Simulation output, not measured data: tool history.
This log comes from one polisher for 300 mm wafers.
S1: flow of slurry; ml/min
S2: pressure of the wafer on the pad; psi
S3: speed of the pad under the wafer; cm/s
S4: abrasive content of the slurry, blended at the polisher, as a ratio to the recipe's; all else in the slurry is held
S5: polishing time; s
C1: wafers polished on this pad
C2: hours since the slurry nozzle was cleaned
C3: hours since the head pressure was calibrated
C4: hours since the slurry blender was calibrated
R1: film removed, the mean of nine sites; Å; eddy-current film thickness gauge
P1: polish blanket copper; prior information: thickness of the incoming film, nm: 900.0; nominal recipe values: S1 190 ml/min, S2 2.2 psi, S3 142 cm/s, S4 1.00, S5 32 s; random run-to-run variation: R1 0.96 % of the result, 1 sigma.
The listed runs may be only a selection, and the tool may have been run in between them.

run,hour,S1,S2,S3,S4,S5,C1,C2,C3,C4,R1
1,11.1,190,2.2,142,1.00,32,673,251.0,515.3,216.2,933.37
2,25.9,190,2.2,142,1.00,32,855,265.8,530.1,231.0,927.75
3,37.3,115,2.2,142,1.00,32,995,277.2,541.5,242.4,857.81
4,46.1,190,1.4,142,1.00,32,1103,286.0,550.3,251.2,588.23
5,62.1,190,2.2,142,0.55,32,1299,302.0,566.3,267.2,814.17
6,75.1,190,2.2,206,1.00,32,1459,315.0,579.3,280.2,1368.50
7,91.2,190,2.2,142,1.00,23,1656,331.1,595.4,296.3,657.37
8,105.7,190,2.2,190,1.20,32,1834,345.6,609.9,310.8,1266.80
9,118.1,190,2.2,142,1.00,32,1986,358.0,622.3,323.2,931.06
10,128.4,190,2.2,142,1.00,32,2113,368.3,632.6,333.5,911.66
11,141.1,285,2.2,142,1.00,32,2268,381.0,645.3,346.2,953.59
12,159.1,190,2.9,142,1.00,32,2489,399.0,663.3,364.2,1231.30
# hour 162.4: slurry blender recalibrated
13,167.4,190,2.2,68,1.00,32,2591,407.3,671.6,5.1,447.22
# hour 168.6: worn pad replaced by a new one
14,182.1,190,2.2,142,1.00,43,166,422.0,686.3,19.8,1259.00
15,195.7,190,1.3,142,1.00,23,333,435.6,699.9,33.4,398.31
# hour 202.0: head pressure recalibrated
16,212.8,190,2.2,142,1.35,32,542,452.7,10.9,50.5,1005.60

Predict the results of run 17:
17,225.5,190,2.2,142,1.00,32,698,465.4,23.6,63.2,?

{"run 17": {"R1": 936.09}}
